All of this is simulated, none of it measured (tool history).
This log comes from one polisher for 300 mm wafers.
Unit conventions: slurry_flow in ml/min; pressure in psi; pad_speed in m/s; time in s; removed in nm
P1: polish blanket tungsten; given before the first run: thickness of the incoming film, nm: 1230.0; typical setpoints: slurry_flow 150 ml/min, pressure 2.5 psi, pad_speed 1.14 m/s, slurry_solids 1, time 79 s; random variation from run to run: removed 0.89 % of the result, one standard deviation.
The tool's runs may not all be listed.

run	hour	slurry_flow	pressure	pad_speed	slurry_solids	time	wafers polished on this pad	hours since the slurry nozzle was cleaned	hours since the head pressure was calibrated	hours since the slurry blender was calibrated	hours since the slurry got fresh peroxide	removed
1	7.1	150	2.5	1.14	1	79	761	184.3	464.1	288.4	109.9	307.14
2	13.5	150	3.8	1.14	1	79	813	190.7	470.5	294.8	116.3	467.98
3	20.1	150	2.5	1.14	1	79	866	197.3	477.1	301.4	122.9	309.9
4	27.7	105	3.9	1.14	1	79	928	204.9	484.7	309	130.5	445.3
5	32.5	150	2.5	1.14	1	79	967	209.7	489.5	313.8	135.3	309.7
6	40	150	1.8	1.14	1	79	1028	217.2	497	321.3	142.8	222.42
7	48.4	200	2.5	1.14	1	60	1096	225.6	505.4	329.7	151.2	245.01
8	54.4	230	2.5	1.14	1	79	1144	231.6	511.4	335.7	157.2	327.3
# hour 58.3: slurry nozzle cleaned
9	61.8	150	2.5	1.14	1.5	79	1204	3.5	518.8	343.1	164.6	346.53
10	66.4	150	2.5	1.14	1	122	1242	8.1	523.4	347.7	169.2	476.45
11	74.7	90	2.5	0.6	1	79	1309	16.4	531.7	356	177.5	147.5
12	81.5	150	2.5	1.6	1	79	1364	23.2	538.5	362.8	184.3	429.27
13	86	150	2.5	1.14	1	36	1401	27.7	543	367.3	188.8	141.88
14	93.2	150	2.5	1.14	1	79	1459	34.9	550.2	374.5	196	306.16
15	101.2	150	2.5	0.74	1	79	1524	42.9	558.2	382.5	204	198.68
16	108.7	95	2.5	1.14	1	79	1585	50.4	565.7	390	211.5	280.39
17	117	150	2.5	1.14	1	79	1652	58.7	574	398.3	219.8	303.04
18	123.3	150	2.5	1.14	0.65	79	1703	65	580.3	404.6	226.1	276.78
19	128.9	150	2.5	1.14	1	79	1749	70.6	585.9	410.2	231.7	309.21
20	137.3	150	2.5	1.14	1	79	1817	79	594.3	418.6	240.1	288.3
21	141.6	150	2.5	1.14	1	79	1852	83.3	598.6	422.9	244.4	292.04
22	146.6	150	2.5	1.14	1	79	1892	88.3	603.6	427.9	249.4	291.11
23	152.9	150	2.5	1.14	1	79	1943	94.6	609.9	434.2	255.7	283.24
24	161.5	150	2.5	1.14	1	79	2013	103.2	618.5	442.8	264.3	279.68

The next listed run, before its measurement:
# hour 161.6: slurry tank refilled with fresh slurry and peroxide
# hour 164: head pressure recalibrated
25	170.3	150	2.5	1.14	1	79	2084	112	6.3	451.6	8.8	?

Run 25 came out at removed 280.41 nm.

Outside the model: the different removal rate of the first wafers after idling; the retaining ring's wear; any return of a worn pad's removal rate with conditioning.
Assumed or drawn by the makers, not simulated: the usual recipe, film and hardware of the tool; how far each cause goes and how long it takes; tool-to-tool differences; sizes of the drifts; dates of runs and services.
